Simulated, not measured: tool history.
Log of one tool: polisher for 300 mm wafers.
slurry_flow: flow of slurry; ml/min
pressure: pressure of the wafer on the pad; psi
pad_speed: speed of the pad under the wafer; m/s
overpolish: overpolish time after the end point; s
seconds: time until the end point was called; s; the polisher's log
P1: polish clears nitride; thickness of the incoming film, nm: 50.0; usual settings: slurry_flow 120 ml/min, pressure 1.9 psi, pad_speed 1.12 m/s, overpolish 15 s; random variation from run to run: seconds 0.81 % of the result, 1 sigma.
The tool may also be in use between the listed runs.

run	hour	slurry_flow	pressure	pad_speed	overpolish	wafers polished on this pad	hours since the slurry nozzle was cleaned	hours since the head pressure was calibrated	seconds
1	11.1	120	1.9	1.12	15	647	333.7	900.8	69.730
2	20.4	120	1.9	1.12	4	742	343.0	910.1	71.200
3	33.2	120	2.9	1.12	4	872	355.8	922.9	45.935
4	48.2	120	1.9	1.12	15	1025	370.8	937.9	70.363
5	56.7	70	1.9	1.12	15	1111	379.3	946.4	82.221
6	69.9	120	1.1	1.12	15	1245	392.5	959.6	120.660
7	76.9	120	1.9	0.58	4	1316	399.5	966.6	137.610
8	88.9	120	1.9	1.12	29	1438	411.5	978.6	70.889
9	102.2	120	1.9	1.52	27	1573	424.8	991.9	51.689
10	112.0	120	1.9	1.12	15	1673	434.6	1001.7	70.653
11	121.1	180	1.9	1.12	15	1766	443.7	1010.8	66.171
12	132.3	120	3.0	1.12	15	1879	454.9	1022.0	45.013
13	143.1	120	1.9	1.12	15	1989	465.7	1032.8	71.926
# hour 144.0: head pressure recalibrated
14	152.0	120	1.9	1.12	15	2080	474.6	8.0	70.801
15	165.0	120	1.9	1.76	15	2212	487.6	21.0	45.348
16	175.1	120	1.9	0.82	15	2315	497.7	31.1	96.853
17	188.1	120	1.9	1.12	15	2447	510.7	44.1	69.445
18	201.4	120	1.9	1.12	15	2582	524.0	57.4	74.501
19	210.9	120	1.9	1.12	15	2678	533.5	66.9	76.653
20	219.4	120	1.9	1.12	15	2765	542.0	75.4	77.371
21	228.4	120	1.9	1.12	15	2856	551.0	84.4	78.227
22	237.2	120	1.9	1.12	15	2946	559.8	93.2	77.584
# hour 244.1: head pressure recalibrated
23	247.0	120	1.9	1.12	15	3045	569.6	3.0	78.184
24	256.4	120	1.9	1.12	15	3141	579.0	12.4	79.102
25	263.3	120	1.9	1.12	15	3211	585.9	19.3	79.608

What P1 gives has crept away from where it was. These 2 causes fit the log equally well, each at the size given:
A: removal rate lost through wear of the pad, % = 10.5
B: slurry flow missing at the pad, % = 34.9
The creep began at about hour 188.1.
Why every other cause is out:
head's pressure below its setpoint, %: serviced at hour 244.1, which brought nothing back

4 check runs are offered, each on 2 wafers whose results are averaged, their results left as question marks. Which one tells the causes apart?
check 1	270.2	120	1.1	1.58	15				?
check 2	270.2	120	1.9	1.66	8				?
check 3	270.2	120	1.9	1.12	5				?
check 4	270.2	75	1.9	1.12	5				?

What each check would give under each cause:
check	result	if A	if B
check 1	seconds	96.859	96.896
check 2	seconds	53.374	53.394
check 3	seconds	79.108	79.137
check 4	seconds	89.568	94.573
How far apart the two closest causes lie, in the result that separates them most: check 1 0.04 %; check 2 0.04 %; check 3 0.04 %; check 4 5.44 %
Only check 4 tells the causes apart: in the others they would give nearly the same result.

Check 4 was then run and gave: seconds 90.255 s. Which cause is it?

It is A: removal rate lost through wear of the pad, %.

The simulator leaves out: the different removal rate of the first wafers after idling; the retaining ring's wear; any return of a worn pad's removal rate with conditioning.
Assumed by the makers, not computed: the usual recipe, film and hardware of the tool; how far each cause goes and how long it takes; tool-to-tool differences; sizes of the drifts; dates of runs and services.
